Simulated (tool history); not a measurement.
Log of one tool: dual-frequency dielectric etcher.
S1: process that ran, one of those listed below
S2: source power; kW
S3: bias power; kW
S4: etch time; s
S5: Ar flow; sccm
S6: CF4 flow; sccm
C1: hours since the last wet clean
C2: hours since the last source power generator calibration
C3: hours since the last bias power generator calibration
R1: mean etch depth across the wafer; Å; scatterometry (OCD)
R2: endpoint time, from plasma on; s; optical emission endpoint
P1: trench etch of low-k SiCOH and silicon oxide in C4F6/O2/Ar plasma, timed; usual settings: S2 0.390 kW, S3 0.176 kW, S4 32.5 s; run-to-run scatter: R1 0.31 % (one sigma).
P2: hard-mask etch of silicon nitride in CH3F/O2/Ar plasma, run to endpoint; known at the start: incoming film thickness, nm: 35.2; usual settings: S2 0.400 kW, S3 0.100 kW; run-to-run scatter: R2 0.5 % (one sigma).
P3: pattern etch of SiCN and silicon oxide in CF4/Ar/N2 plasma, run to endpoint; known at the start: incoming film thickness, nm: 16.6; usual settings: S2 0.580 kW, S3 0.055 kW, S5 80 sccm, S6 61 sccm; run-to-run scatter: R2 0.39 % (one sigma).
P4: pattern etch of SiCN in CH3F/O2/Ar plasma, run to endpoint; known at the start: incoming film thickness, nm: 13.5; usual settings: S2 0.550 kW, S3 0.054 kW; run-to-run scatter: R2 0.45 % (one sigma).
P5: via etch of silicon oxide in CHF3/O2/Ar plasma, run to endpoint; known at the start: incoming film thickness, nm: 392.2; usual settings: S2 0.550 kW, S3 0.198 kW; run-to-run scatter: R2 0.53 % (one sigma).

run 1 hour=2.6 | S1=P1 S2=0.390 S3=0.176 S4=32.5 | C1=74.4 C2=733.8 C3=1649.1 | R1=962.66
run 2 hour=5.9 | S1=P3 S2=0.580 S3=0.055 S5=55 S6=61 | C1=77.7 C2=737.1 C3=1652.4 | R2=15.830
run 3 hour=9.4 | S1=P2 S2=0.400 S3=0.100 | C1=81.2 C2=740.6 C3=1655.9 | R2=48.431
run 4 hour=12.8 | S1=P4 S2=0.370 S3=0.054 | C1=84.6 C2=744.0 C3=1659.3 | R2=40.815
run 5 hour=16.1 | S1=P1 S2=0.390 S3=0.176 S4=32.5 | C1=87.9 C2=747.3 C3=1662.6 | R1=963.11
run 6 hour=18.0 | S1=P1 S2=0.390 S3=0.222 S4=32.5 | C1=89.8 C2=749.2 C3=1664.5 | R1=1043.30
run 7 hour=21.0 | S1=P2 S2=0.230 S3=0.100 | C1=92.8 C2=752.2 C3=1667.5 | R2=60.002
run 8 hour=24.8 | S1=P1 S2=0.390 S3=0.176 S4=40.5 | C1=96.6 C2=756.0 C3=1671.3 | R1=1201.10
run 9 hour=26.9 | S1=P5 S2=0.550 S3=0.198 | C1=98.7 C2=758.1 C3=1673.4 | R2=202.870
run 10 hour=30.7 | S1=P3 S2=0.580 S3=0.055 S5=80 S6=45 | C1=102.5 C2=761.9 C3=1677.2 | R2=17.611
run 11 hour=34.5 | S1=P1 S2=0.390 S3=0.176 S4=32.5 | C1=106.3 C2=765.7 C3=1681.0 | R1=966.85
run 12 hour=38.7 | S1=P1 S2=0.250 S3=0.176 S4=32.5 | C1=110.5 C2=769.9 C3=1685.2 | R1=809.64
run 13 hour=41.0 | S1=P1 S2=0.390 S3=0.138 S4=18.0 | C1=112.8 C2=772.2 C3=1687.5 | R1=497.26
run 14 hour=44.8 | S1=P3 S2=0.580 S3=0.055 S5=80 S6=61 | C1=116.6 C2=776.0 C3=1691.3 | R2=16.713
-- hour=45.2 wet clean of the chamber
run 15 hour=48.4 | S1=P4 S2=0.550 S3=0.054 | C1=3.3 C2=779.6 C3=1694.9 | R2=35.222
run 16 hour=52.8 | S1=P1 S2=0.390 S3=0.176 S4=32.5 | C1=7.7 C2=784.0 C3=1699.3 | R1=965.86
run 17 hour=56.2 | S1=P1 S2=0.390 S3=0.176 S4=32.5 | C1=11.1 C2=787.4 C3=1702.7 | R1=969.87
run 18 hour=59.5 | S1=P1 S2=0.390 S3=0.220 S4=41.0 | C1=14.4 C2=790.7 C3=1706.0 | R1=1311.40
run 19 hour=63.0 | S1=P3 S2=0.400 S3=0.055 S5=80 S6=61 | C1=17.9 C2=794.2 C3=1709.5 | R2=23.304
run 20 hour=65.2 | S1=P2 S2=0.400 S3=0.064 | C1=20.1 C2=796.4 C3=1711.7 | R2=56.513
run 21 hour=67.8 | S1=P1 S2=0.390 S3=0.133 S4=44.0 | C1=22.7 C2=799.0 C3=1714.3 | R1=1206.20
run 22 hour=70.1 | S1=P3 S2=0.580 S3=0.070 S5=80 S6=61 | C1=25.0 C2=801.3 C3=1716.6 | R2=15.565
run 23 hour=73.4 | S1=P4 S2=0.550 S3=0.031 | C1=28.3 C2=804.6 C3=1719.9 | R2=41.337
run 24 hour=76.4 | S1=P5 S2=0.330 S3=0.198 | C1=31.3 C2=807.6 C3=1722.9 | R2=245.180
run 25 hour=80.7 | S1=P5 S2=0.550 S3=0.281 | C1=35.6 C2=811.9 C3=1727.2 | R2=178.790
run 26 hour=83.5 | S1=P1 S2=0.530 S3=0.176 S4=32.5 | C1=38.4 C2=814.7 C3=1730.0 | R1=1094.00
run 27 hour=86.3 | S1=P2 S2=0.400 S3=0.100 | C1=41.2 C2=817.5 C3=1732.8 | R2=48.050
run 28 hour=89.9 | S1=P1 S2=0.390 S3=0.176 S4=32.5 | C1=44.8 C2=821.1 C3=1736.4 | R1=963.31
run 29 hour=92.4 | S1=P1 S2=0.390 S3=0.176 S4=32.5 | C1=47.3 C2=823.6 C3=1738.9 | R1=963.15
run 30 hour=96.3 | S1=P1 S2=0.390 S3=0.176 S4=18.0 | C1=51.2 C2=827.5 C3=1742.8 | R1=533.59
run 31 hour=98.9 | S1=P1 S2=0.390 S3=0.120 S4=32.5 | C1=53.8 C2=830.1 C3=1745.4 | R1=861.14
run 32 hour=103.3 | S1=P1 S2=0.390 S3=0.176 S4=32.5 | C1=58.2 C2=834.5 C3=1749.8 | R1=963.17
run 33 hour=107.0 | S1=P1 S2=0.390 S3=0.176 S4=32.5 | C1=61.9 C2=838.2 C3=1753.5 | R1=961.69
run 34 hour=109.9 | S1=P1 S2=0.390 S3=0.176 S4=32.5 | C1=64.8 C2=841.1 C3=1756.4 | R1=957.50
run 35 hour=111.9 | S1=P1 S2=0.390 S3=0.176 S4=32.5 | C1=66.8 C2=843.1 C3=1758.4 | R1=954.20
-- hour=115.3 wet clean of the chamber
run 36 hour=116.3 | S1=P1 S2=0.390 S3=0.176 S4=32.5 | C1=1.0 C2=847.5 C3=1762.8 | R1=956.34
run 37 hour=118.3 | S1=P1 S2=0.390 S3=0.176 S4=32.5 | C1=3.0 C2=849.5 C3=1764.8 | R1=954.05
run 38 hour=122.3 | S1=P1 S2=0.390 S3=0.176 S4=32.5 | C1=7.0 C2=853.5 C3=1768.8 | R1=951.68
run 39 hour=126.4 | S1=P1 S2=0.390 S3=0.176 S4=32.5 | C1=11.1 C2=857.6 C3=1772.9 | R1=950.43
run 40 hour=129.5 | S1=P1 S2=0.390 S3=0.176 S4=32.5 | C1=14.2 C2=860.7 C3=1776.0 | R1=949.69
run 41 hour=132.4 | S1=P1 S2=0.390 S3=0.176 S4=32.5 | C1=17.1 C2=863.6 C3=1778.9 | R1=943.61

Forecast run 42:
run 42 hour=135.1 | S1=P1 S2=0.390 S3=0.176 S4=32.5 | C1=19.8 C2=866.3 C3=1781.6 | R1=?

R1: 953.71 Å
